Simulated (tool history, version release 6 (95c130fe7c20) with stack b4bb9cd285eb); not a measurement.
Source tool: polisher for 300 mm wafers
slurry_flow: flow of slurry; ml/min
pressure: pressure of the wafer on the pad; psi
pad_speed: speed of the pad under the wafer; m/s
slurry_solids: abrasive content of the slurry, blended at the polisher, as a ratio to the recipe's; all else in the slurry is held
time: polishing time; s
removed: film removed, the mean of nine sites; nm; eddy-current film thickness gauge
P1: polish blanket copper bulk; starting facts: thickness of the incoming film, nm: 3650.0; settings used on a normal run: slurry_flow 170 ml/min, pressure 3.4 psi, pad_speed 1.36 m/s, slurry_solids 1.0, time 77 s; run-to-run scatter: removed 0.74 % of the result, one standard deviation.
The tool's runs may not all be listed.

{"run": 1, "hour": 15.3, "slurry_flow": 170, "pressure": 3.4, "pad_speed": 1.36, "slurry_solids": 1.0, "time": 77, "removed": 1203.2}
{"run": 2, "hour": 31.4, "slurry_flow": 270, "pressure": 3.4, "pad_speed": 1.36, "slurry_solids": 1.0, "time": 77, "removed": 1260.9}
{"run": 3, "hour": 47.1, "slurry_flow": 170, "pressure": 3.4, "pad_speed": 1.36, "slurry_solids": 1.0, "time": 50, "removed": 785.04}
{"run": 4, "hour": 58.2, "slurry_flow": 170, "pressure": 3.4, "pad_speed": 1.82, "slurry_solids": 1.0, "time": 77, "removed": 1586.8}
{"run": 5, "hour": 75.8, "slurry_flow": 170, "pressure": 5.1, "pad_speed": 1.36, "slurry_solids": 1.0, "time": 101, "removed": 2357.0}
{"run": 6, "hour": 85.5, "slurry_flow": 100, "pressure": 3.4, "pad_speed": 1.36, "slurry_solids": 1.0, "time": 77, "removed": 1077.3}
{"run": 7, "hour": 100.8, "slurry_flow": 170, "pressure": 3.4, "pad_speed": 1.36, "slurry_solids": 1.0, "time": 77, "removed": 1196.4}
{"run": 8, "hour": 111.1, "slurry_flow": 170, "pressure": 3.4, "pad_speed": 1.36, "slurry_solids": 1.5, "time": 77, "removed": 1310.5}
{"run": 9, "hour": 120.0, "slurry_flow": 170, "pressure": 4.6, "pad_speed": 1.36, "slurry_solids": 1.0, "time": 101, "removed": 2110.2}
{"run": 10, "hour": 129.4, "slurry_flow": 170, "pressure": 3.4, "pad_speed": 1.36, "slurry_solids": 0.5, "time": 77, "removed": 1027.9}
{"run": 11, "hour": 140.3, "slurry_flow": 170, "pressure": 3.4, "pad_speed": 1.36, "slurry_solids": 1.0, "time": 77, "removed": 1188.4}
{"run": 12, "hour": 153.4, "slurry_flow": 170, "pressure": 4.9, "pad_speed": 1.36, "slurry_solids": 1.0, "time": 77, "removed": 1716.1}
{"run": 13, "hour": 166.7, "slurry_flow": 170, "pressure": 3.4, "pad_speed": 1.36, "slurry_solids": 1.0, "time": 77, "removed": 1209.8}
{"run": 14, "hour": 178.8, "slurry_flow": 170, "pressure": 1.8, "pad_speed": 1.36, "slurry_solids": 1.0, "time": 77, "removed": 637.66}
{"run": 15, "hour": 192.5, "slurry_flow": 170, "pressure": 2.2, "pad_speed": 1.36, "slurry_solids": 1.0, "time": 55, "removed": 552.38}
{"run": 16, "hour": 205.4, "slurry_flow": 170, "pressure": 3.4, "pad_speed": 1.36, "slurry_solids": 1.0, "time": 120, "removed": 1882.6}
{"hour": 206.1, "done": "slurry nozzle cleaned"}
{"run": 17, "hour": 217.3, "slurry_flow": 170, "pressure": 3.4, "pad_speed": 0.62, "slurry_solids": 1.0, "time": 77, "removed": 539.99}
{"run": 18, "hour": 231.4, "slurry_flow": 170, "pressure": 3.4, "pad_speed": 1.36, "slurry_solids": 1.0, "time": 77, "removed": 1197.4}
{"run": 19, "hour": 240.0, "slurry_flow": 170, "pressure": 3.4, "pad_speed": 1.36, "slurry_solids": 1.0, "time": 77, "removed": 1186.6}
{"run": 20, "hour": 251.9, "slurry_flow": 170, "pressure": 3.4, "pad_speed": 1.36, "slurry_solids": 1.0, "time": 77, "removed": 1154.0}
{"run": 21, "hour": 265.9, "slurry_flow": 170, "pressure": 3.4, "pad_speed": 1.36, "slurry_solids": 1.0, "time": 77, "removed": 1150.3}
{"run": 22, "hour": 277.5, "slurry_flow": 170, "pressure": 3.4, "pad_speed": 1.36, "slurry_solids": 1.0, "time": 77, "removed": 1127.7}
{"hour": 289.6, "done": "slurry blender recalibrated"}
{"run": 23, "hour": 294.1, "slurry_flow": 170, "pressure": 3.4, "pad_speed": 1.36, "slurry_solids": 1.0, "time": 77, "removed": 1098.5}
{"run": 24, "hour": 312.1, "slurry_flow": 170, "pressure": 3.4, "pad_speed": 1.36, "slurry_solids": 1.0, "time": 77, "removed": 1116.0}
{"run": 25, "hour": 327.8, "slurry_flow": 170, "pressure": 3.4, "pad_speed": 1.36, "slurry_solids": 1.0, "time": 77, "removed": 1097.4}
{"hour": 335.0, "done": "head pressure recalibrated"}
{"run": 26, "hour": 346.0, "slurry_flow": 170, "pressure": 3.4, "pad_speed": 1.36, "slurry_solids": 1.0, "time": 77, "removed": 1099.2}
{"run": 27, "hour": 361.6, "slurry_flow": 170, "pressure": 3.4, "pad_speed": 1.36, "slurry_solids": 1.0, "time": 77, "removed": 1095.7}
{"run": 28, "hour": 371.7, "slurry_flow": 170, "pressure": 3.4, "pad_speed": 1.36, "slurry_solids": 1.0, "time": 77, "removed": 1085.5}
{"run": 29, "hour": 381.7, "slurry_flow": 170, "pressure": 3.4, "pad_speed": 1.36, "slurry_solids": 1.0, "time": 77, "removed": 1097.9}

What P1 gives has crept off from where it sat before. The 2 causes that follow fit the log equally well, each at the size noted:
A: removal rate lost through wear of the pad, % = 8.85
B: slurry flow missing at the pad, % = 38
The drift started at roughly hour 231.4.
Ruled out, with reasons:
head's pressure below its setpoint, %: work on it at hour 335.0, done after the drift set in, did not restore what the process gave before
abrasive missing from the slurry, %: work on it at hour 289.6, done after the drift set in, did not restore what the process gave before

Each of the check runs listed below is run on 5 wafers and reports their average, with the results left as question marks. Pick the one under which the possible causes would lead to clearly different results.
{"run": "check 1", "hour": 391.7, "slurry_flow": 170, "pressure": 3.4, "pad_speed": 0.64, "slurry_solids": 1.3, "time": 77, "removed": "?"}
{"run": "check 2", "hour": 391.7, "slurry_flow": 170, "pressure": 3.4, "pad_speed": 1.36, "slurry_solids": 1.45, "time": 51, "removed": "?"}
{"run": "check 3", "hour": 391.7, "slurry_flow": 170, "pressure": 2.1, "pad_speed": 1.36, "slurry_solids": 1.45, "time": 77, "removed": "?"}
{"run": "check 4", "hour": 391.7, "slurry_flow": 255, "pressure": 3.4, "pad_speed": 1.36, "slurry_solids": 1.0, "time": 77, "removed": "?"}

If the cause were each of the candidates in turn, the checks would give the following:
check=check_1 result=removed if_A=543.51 if_B=543.52
check=check_2 result=removed if_A=783.76 if_B=783.78
check=check_3 result=removed if_A=730.88 if_B=730.89
check=check_4 result=removed if_A=1149.10 if_B=1183.00
Smallest distance between any two causes, each pair judged by its most separating result, in per cent: check 1 0 %; check 2 0 %; check 3 0 %; check 4 2.9 %
Only check 4 tells the causes apart: in the others they would give nearly the same result.

Check 4 was carried out, with these results: removed 1183.10 nm. Which of the listed causes is responsible?

It is B: slurry flow missing at the pad, %.

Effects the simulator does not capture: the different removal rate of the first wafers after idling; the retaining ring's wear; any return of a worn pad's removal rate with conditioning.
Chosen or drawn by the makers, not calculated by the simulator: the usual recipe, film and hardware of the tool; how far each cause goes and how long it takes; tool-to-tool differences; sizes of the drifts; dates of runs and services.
